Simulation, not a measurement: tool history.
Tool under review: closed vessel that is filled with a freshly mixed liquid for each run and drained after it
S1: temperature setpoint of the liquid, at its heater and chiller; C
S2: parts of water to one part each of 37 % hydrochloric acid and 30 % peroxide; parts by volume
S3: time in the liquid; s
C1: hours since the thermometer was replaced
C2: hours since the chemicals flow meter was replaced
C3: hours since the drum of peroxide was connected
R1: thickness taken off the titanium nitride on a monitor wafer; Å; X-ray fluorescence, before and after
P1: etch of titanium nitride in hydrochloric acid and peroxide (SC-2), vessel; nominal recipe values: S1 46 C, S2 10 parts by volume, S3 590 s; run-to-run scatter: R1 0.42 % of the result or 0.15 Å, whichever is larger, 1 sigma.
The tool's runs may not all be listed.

Run 1, day 0.3: S1 46 C, S2 10 parts by volume, S3 590 s; C1 205.8; C2 628.2; C3 498.2. Result: R1 199.14 Å.
Run 2, day 0.817: S1 46 C, S2 4 parts by volume, S3 590 s; C1 218.2; C2 640.6; C3 510.6. Result: R1 402.33 Å.
At day 1.029: thermometer replaced.
Run 3, day 1.271: S1 35 C, S2 10 parts by volume, S3 590 s; C1 5.8; C2 651.5; C3 521.5. Result: R1 91.887 Å.
Run 4, day 1.679: S1 46 C, S2 5 parts by volume, S3 250 s; C1 15.6; C2 661.3; C3 531.3. Result: R1 146.49 Å.
Run 5, day 2.192: S1 46 C, S2 10 parts by volume, S3 1150 s; C1 27.9; C2 673.6; C3 543.6. Result: R1 390.41 Å.
Run 6, day 2.462: S1 46 C, S2 17.5 parts by volume, S3 590 s; C1 34.4; C2 680.1; C3 550.1. Result: R1 122.92 Å.
Run 7, day 2.792: S1 46 C, S2 10 parts by volume, S3 590 s; C1 42.3; C2 688; C3 558. Result: R1 201.4 Å.
Run 8, day 3.075: S1 46 C, S2 4 parts by volume, S3 100 s; C1 49.1; C2 694.8; C3 564.8. Result: R1 67.822 Å.
Run 9, day 3.4: S1 46 C, S2 10 parts by volume, S3 590 s; C1 56.9; C2 702.6; C3 572.6. Result: R1 199.83 Å.
Run 10, day 3.921: S1 62 C, S2 10 parts by volume, S3 130 s; C1 69.4; C2 715.1; C3 585.1. Result: R1 124.9 Å.
Run 11, day 4.254: S1 53.5 C, S2 10 parts by volume, S3 590 s; C1 77.4; C2 723.1; C3 593.1. Result: R1 331.58 Å.
Run 12, day 4.488: S1 46 C, S2 10 parts by volume, S3 590 s; C1 83; C2 728.7; C3 598.7. Result: R1 200.41 Å.
Run 13, day 4.896: S1 46 C, S2 10 parts by volume, S3 70 s; C1 92.8; C2 738.5; C3 608.5. Result: R1 23.852 Å.
Run 14, day 5.258: S1 46 C, S2 10 parts by volume, S3 590 s; C1 101.5; C2 747.2; C3 617.2. Result: R1 201.27 Å.
Run 15, day 5.625: S1 46 C, S2 10 parts by volume, S3 590 s; C1 110.3; C2 756; C3 626. Result: R1 207.65 Å.
Run 16, day 5.862: S1 46 C, S2 10 parts by volume, S3 590 s; C1 116; C2 761.7; C3 631.7. Result: R1 209.5 Å.
Run 17, day 6.333: S1 46 C, S2 10 parts by volume, S3 590 s; C1 127.3; C2 773; C3 643. Result: R1 213.06 Å.
Run 18, day 6.817: S1 46 C, S2 10 parts by volume, S3 590 s; C1 138.9; C2 784.6; C3 654.6. Result: R1 216.82 Å.

Run 19 has not been measured yet. What should we expect?
Run 19, day 7.238: S1 46 C, S2 10 parts by volume, S3 590 s; C1 149; C2 794.7; C3 664.7. Result: R1 ?.

R1: 216.61 Å

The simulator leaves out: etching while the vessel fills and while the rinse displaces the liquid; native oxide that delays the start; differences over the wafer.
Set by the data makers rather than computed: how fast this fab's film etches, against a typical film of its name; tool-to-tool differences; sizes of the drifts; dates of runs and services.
